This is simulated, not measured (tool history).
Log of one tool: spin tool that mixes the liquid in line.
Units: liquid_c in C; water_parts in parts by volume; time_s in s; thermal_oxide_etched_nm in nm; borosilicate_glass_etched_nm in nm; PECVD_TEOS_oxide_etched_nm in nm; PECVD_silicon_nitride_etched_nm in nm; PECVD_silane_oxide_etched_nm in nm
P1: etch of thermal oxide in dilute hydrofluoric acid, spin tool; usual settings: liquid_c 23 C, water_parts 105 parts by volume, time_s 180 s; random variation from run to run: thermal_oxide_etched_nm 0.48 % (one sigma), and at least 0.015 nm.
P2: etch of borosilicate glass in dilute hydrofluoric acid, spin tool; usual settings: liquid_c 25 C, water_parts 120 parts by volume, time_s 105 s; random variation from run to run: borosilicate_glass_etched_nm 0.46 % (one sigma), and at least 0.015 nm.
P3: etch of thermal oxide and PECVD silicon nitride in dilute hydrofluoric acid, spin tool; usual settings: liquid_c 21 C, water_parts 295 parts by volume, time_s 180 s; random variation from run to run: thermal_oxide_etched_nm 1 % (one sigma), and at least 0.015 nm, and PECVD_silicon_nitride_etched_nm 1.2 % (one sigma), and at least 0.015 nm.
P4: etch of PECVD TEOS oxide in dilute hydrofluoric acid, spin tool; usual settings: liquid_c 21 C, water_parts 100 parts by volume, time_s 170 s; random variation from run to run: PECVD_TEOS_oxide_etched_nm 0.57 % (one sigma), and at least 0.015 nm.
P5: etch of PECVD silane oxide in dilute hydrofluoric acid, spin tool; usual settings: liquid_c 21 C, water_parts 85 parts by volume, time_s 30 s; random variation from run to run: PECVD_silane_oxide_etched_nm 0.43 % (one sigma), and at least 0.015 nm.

run,hour,process,liquid_c,water_parts,time_s,thermal_oxide_etched_nm,borosilicate_glass_etched_nm,PECVD_TEOS_oxide_etched_nm,PECVD_silicon_nitride_etched_nm,PECVD_silane_oxide_etched_nm
1,11.6,P1,23,105,180,8.0698,,,,
2,23.5,P1,23,105,180,8.0089,,,,
3,34.5,P2,25,120,205,,48.263,,,
4,47.4,P2,29,120,105,,28.514,,,
5,55.2,P4,21,100,170,,,42.262,,
6,65.3,P4,21,100,170,,,41.878,,
7,78,P3,21,295,180,2.1469,,,2.1627,
8,89.2,P3,21,295,340,4.0527,,,4.1503,
9,100.7,P5,21,30,30,,,,,48.498
10,109.6,P4,17,100,170,,,35.764,,
11,120.8,P4,21,100,40,,,10.048,,
12,127.4,P5,21,85,55,,,,,29.268
13,134,P1,23,145,180,5.6171,,,,
14,144.5,P1,23,105,320,14.377,,,,
15,155.2,P5,21,85,30,,,,,15.912
16,163.5,P1,23,105,85,3.7871,,,,
17,174,P2,25,120,105,,24.598,,,
18,182.7,P2,25,195,105,,13.822,,,
19,196.4,P1,27,170,180,5.3635,,,,
20,207,P5,27.5,85,30,,,,,20.595
21,217,P4,21,45,170,,,100.29,,
22,229.4,P1,23,20,180,47.402,,,,
23,240,P2,25,120,105,,24.567,,,
24,251.3,P1,30,105,180,10.605,,,,
25,259.4,P3,17,295,180,1.822,,,1.6503,
26,274.7,P3,21,485,180,1.0803,,,1.2927,
27,285.1,P5,21,85,30,,,,,16.002
28,300,P1,23,105,180,8.1448,,,,
29,312.3,P1,23,105,180,8.0542,,,,
30,321,P1,23,140,80,2.6127,,,,
31,336.2,P1,18.5,105,180,6.766,,,,
32,347.1,P1,23,105,180,8.0377,,,,
33,356.3,P1,23,105,180,7.8753,,,,
34,365.3,P1,23,105,180,7.7753,,,,
35,380.5,P1,23,105,180,7.6567,,,,
36,388.3,P1,23,105,180,7.5589,,,,
37,402.5,P1,23,105,180,7.5497,,,,
38,411.3,P1,23,105,180,7.533,,,,
39,422.4,P1,23,105,180,7.5966,,,,
40,432.5,P1,23,105,180,7.5104,,,,
41,442.2,P1,23,105,180,7.529,,,,
42,456.2,P1,23,105,180,7.5571,,,,

What P1 gives has crept away from where it was. These 2 causes fit the log equally well, each at the size given:
A: liquid colder than its thermometer reads (K) = 1.75
B: hydrofluoric acid flow below the setpoint (%) = 6.01
The creep began at about hour 347.1.

4 check runs are offered, each on 5 wafers whose results are averaged, their results left as question marks. Which one tells the causes apart?
check 1,470.2,P3,21,295,180,?,,,?,
check 2,470.2,P4,21,100,170,,,?,,
check 3,470.2,P5,21,85,30,,,,,?
check 4,470.2,P2,25,120,105,,?,,,

What each check would give under each cause:
check,result,if A,if B
check 1,thermal_oxide_etched_nm,1.9946,1.9646
check 1,PECVD_silicon_nitride_etched_nm,1.9373,2.0386
check 2,PECVD_TEOS_oxide_etched_nm,39.512,39.614
check 3,PECVD_silane_oxide_etched_nm,14.855,14.916
check 4,borosilicate_glass_etched_nm,22.934,22.865
How far apart the two closest causes lie, in the result that separates them most: check 1 5.09 %; check 2 0.26 %; check 3 0.41 %; check 4 0.3 %
Check 1 tells the causes apart: in the others they would give nearly the same result.

Check 1 was then run and gave: thermal_oxide_etched_nm 1.9875 nm; PECVD_silicon_nitride_etched_nm 1.9266 nm. Which cause is it?

It is A: liquid colder than its thermometer reads (K).
